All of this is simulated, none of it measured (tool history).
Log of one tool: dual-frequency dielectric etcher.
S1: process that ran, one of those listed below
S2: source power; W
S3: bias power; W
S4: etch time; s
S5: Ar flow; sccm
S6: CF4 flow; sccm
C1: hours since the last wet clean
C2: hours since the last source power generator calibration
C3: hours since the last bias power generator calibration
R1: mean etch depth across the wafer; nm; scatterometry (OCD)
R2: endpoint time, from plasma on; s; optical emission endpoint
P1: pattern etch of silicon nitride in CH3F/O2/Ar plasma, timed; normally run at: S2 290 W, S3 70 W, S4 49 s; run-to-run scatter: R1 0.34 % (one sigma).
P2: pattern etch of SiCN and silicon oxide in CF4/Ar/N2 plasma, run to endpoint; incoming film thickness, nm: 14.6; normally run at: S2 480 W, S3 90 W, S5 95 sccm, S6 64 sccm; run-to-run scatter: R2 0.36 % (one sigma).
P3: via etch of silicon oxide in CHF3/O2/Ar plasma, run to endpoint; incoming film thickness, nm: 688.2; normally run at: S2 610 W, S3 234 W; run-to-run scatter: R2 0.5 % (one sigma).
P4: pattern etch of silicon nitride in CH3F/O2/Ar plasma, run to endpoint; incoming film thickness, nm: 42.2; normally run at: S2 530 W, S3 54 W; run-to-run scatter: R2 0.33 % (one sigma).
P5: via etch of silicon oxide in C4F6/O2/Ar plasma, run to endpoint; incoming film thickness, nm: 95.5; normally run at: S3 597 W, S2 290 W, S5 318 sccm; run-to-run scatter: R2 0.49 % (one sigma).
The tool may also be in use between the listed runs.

Run 1, hour 9.4: S1 P1, S2 290 W, S3 70 W, S4 49 s; C1 298.6; C2 481.9; C3 1001.9. Result: R1 30.373 nm.
Run 2, hour 18.5: S1 P1, S2 290 W, S3 57 W, S4 49 s; C1 307.7; C2 491.0; C3 1011.0. Result: R1 28.168 nm.
Run 3, hour 23.8: S1 P1, S2 290 W, S3 70 W, S4 37 s; C1 313.0; C2 496.3; C3 1016.3. Result: R1 23.011 nm.
Run 4, hour 28.5: S1 P2, S2 480 W, S3 90 W, S5 95 sccm, S6 90 sccm; C1 317.7; C2 501.0; C3 1021.0. Result: R2 14.228 s.
Run 5, hour 33.4: S1 P5, S2 290 W, S3 597 W, S5 318 sccm; C1 322.6; C2 505.9; C3 1025.9. Result: R2 22.313 s.
Run 6, hour 40.2: S1 P3, S2 610 W, S3 286 W; C1 329.4; C2 512.7; C3 1032.7. Result: R2 302.490 s.
Run 7, hour 48.3: S1 P1, S2 290 W, S3 70 W, S4 68 s; C1 337.5; C2 520.8; C3 1040.8. Result: R1 42.074 nm.
Run 8, hour 53.1: S1 P4, S2 430 W, S3 54 W; C1 342.3; C2 525.6; C3 1045.6. Result: R2 65.063 s.
Run 9, hour 62.3: S1 P5, S2 290 W, S3 734 W, S5 318 sccm; C1 351.5; C2 534.8; C3 1054.8. Result: R2 20.660 s.
Run 10, hour 71.2: S1 P5, S2 290 W, S3 597 W, S5 444 sccm; C1 360.4; C2 543.7; C3 1063.7. Result: R2 23.262 s.
Run 11, hour 75.3: S1 P2, S2 480 W, S3 90 W, S5 95 sccm, S6 64 sccm; C1 364.5; C2 547.8; C3 1067.8. Result: R2 14.742 s.
Run 12, hour 83.6: S1 P2, S2 480 W, S3 90 W, S5 55 sccm, S6 64 sccm; C1 372.8; C2 556.1; C3 1076.1. Result: R2 13.833 s.
Run 13, hour 89.5: S1 P2, S2 480 W, S3 111 W, S5 95 sccm, S6 64 sccm; C1 378.7; C2 562.0; C3 1082.0. Result: R2 13.724 s.
Run 14, hour 95.5: S1 P1, S2 290 W, S3 70 W, S4 49 s; C1 384.7; C2 568.0; C3 1088.0. Result: R1 30.381 nm.
Run 15, hour 103.2: S1 P1, S2 180 W, S3 70 W, S4 49 s; C1 392.4; C2 575.7; C3 1095.7. Result: R1 25.246 nm.
Run 16, hour 109.4: S1 P3, S2 830 W, S3 234 W; C1 398.6; C2 581.9; C3 1101.9. Result: R2 290.600 s.
Run 17, hour 113.5: S1 P4, S2 530 W, S3 54 W; C1 402.7; C2 586.0; C3 1106.0. Result: R2 59.980 s.
Run 18, hour 118.6: S1 P4, S2 530 W, S3 44 W; C1 407.8; C2 591.1; C3 1111.1. Result: R2 63.468 s.
Run 19, hour 126.6: S1 P1, S2 290 W, S3 70 W, S4 49 s; C1 415.8; C2 599.1; C3 1119.1. Result: R1 30.316 nm.
Run 20, hour 132.6: S1 P1, S2 400 W, S3 70 W, S4 65 s; C1 421.8; C2 605.1; C3 1125.1. Result: R1 45.394 nm.
Run 21, hour 142.0: S1 P1, S2 290 W, S3 70 W, S4 49 s; C1 431.2; C2 614.5; C3 1134.5. Result: R1 30.252 nm.
Run 22, hour 147.2: S1 P5, S2 290 W, S3 597 W, S5 318 sccm; C1 436.4; C2 619.7; C3 1139.7. Result: R2 22.348 s.
Run 23, hour 152.7: S1 P1, S2 290 W, S3 97 W, S4 49 s; C1 441.9; C2 625.2; C3 1145.2. Result: R1 34.069 nm.
Run 24, hour 157.9: S1 P3, S2 610 W, S3 234 W; C1 447.1; C2 630.4; C3 1150.4. Result: R2 323.570 s.
Run 25, hour 166.0: S1 P2, S2 340 W, S3 90 W, S5 95 sccm, S6 64 sccm; C1 455.2; C2 638.5; C3 1158.5. Result: R2 20.007 s.
Run 26, hour 175.0: S1 P1, S2 390 W, S3 70 W, S4 49 s; C1 464.2; C2 647.5; C3 1167.5. Result: R1 34.049 nm.
Run 27, hour 180.4: S1 P5, S2 190 W, S3 597 W, S5 318 sccm; C1 469.6; C2 652.9; C3 1172.9. Result: R2 26.032 s.
Run 28, hour 189.6: S1 P4, S2 530 W, S3 54 W; C1 478.8; C2 662.1; C3 1182.1. Result: R2 59.873 s.
Run 29, hour 195.5: S1 P1, S2 290 W, S3 70 W, S4 49 s; C1 484.7; C2 668.0; C3 1188.0. Result: R1 30.313 nm.
Run 30, hour 200.3: S1 P1, S2 290 W, S3 70 W, S4 49 s; C1 489.5; C2 672.8; C3 1192.8. Result: R1 30.651 nm.
Run 31, hour 206.8: S1 P1, S2 290 W, S3 70 W, S4 49 s; C1 496.0; C2 679.3; C3 1199.3. Result: R1 30.626 nm.
Run 32, hour 211.9: S1 P1, S2 290 W, S3 70 W, S4 49 s; C1 501.1; C2 684.4; C3 1204.4. Result: R1 30.783 nm.
Run 33, hour 218.5: S1 P1, S2 290 W, S3 70 W, S4 49 s; C1 507.7; C2 691.0; C3 1211.0. Result: R1 30.917 nm.
At hour 219.6: wet clean of the chamber.
Run 34, hour 226.1: S1 P1, S2 290 W, S3 70 W, S4 49 s; C1 6.5; C2 698.6; C3 1218.6. Result: R1 30.843 nm.
Run 35, hour 230.5: S1 P1, S2 290 W, S3 70 W, S4 49 s; C1 10.9; C2 703.0; C3 1223.0. Result: R1 30.768 nm.

What P1 gives has crept away from where it was. These 2 causes fit the log equally well, each at the size given:
A: source power that arrives over what is set, % = 4.53
B: bias power that arrives over what is set, % = 4.89
The creep began at about hour 195.5.
Why every other cause is out:
chamber walls in a state that raises the etch rate, %: serviced at hour 219.6, which brought nothing back

4 check runs are offered, each on 2 wafers whose results are averaged, their results left as question marks. Which one tells the causes apart?
Run check 1, hour 234.9: S1 P2, S2 480 W, S3 90 W, S5 95 sccm, S6 64 sccm. Result: R2 ?.
Run check 2, hour 234.9: S1 P3, S2 610 W, S3 234 W. Result: R2 ?.
Run check 3, hour 234.9: S1 P4, S2 530 W, S3 54 W. Result: R2 ?.
Run check 4, hour 234.9: S1 P5, S2 290 W, S3 597 W, S5 318 sccm. Result: R2 ?.

What each check would give under each cause:
  check  result     if A     if B
check 1      R2   14.248   14.563
check 2      R2  320.800  320.730
check 3      R2   58.906   59.043
check 4      R2   22.044   21.990
How far apart the two closest causes lie, in the result that separates them most: check 1 2.19 %; check 2 0.02 %; check 3 0.23 %; check 4 0.25 %
Check 1 tells the causes apart: in the others they would give nearly the same result.

Check 1 was then run and gave: R2 14.552 s. Which cause is it?

It is B: bias power that arrives over what is set, %.

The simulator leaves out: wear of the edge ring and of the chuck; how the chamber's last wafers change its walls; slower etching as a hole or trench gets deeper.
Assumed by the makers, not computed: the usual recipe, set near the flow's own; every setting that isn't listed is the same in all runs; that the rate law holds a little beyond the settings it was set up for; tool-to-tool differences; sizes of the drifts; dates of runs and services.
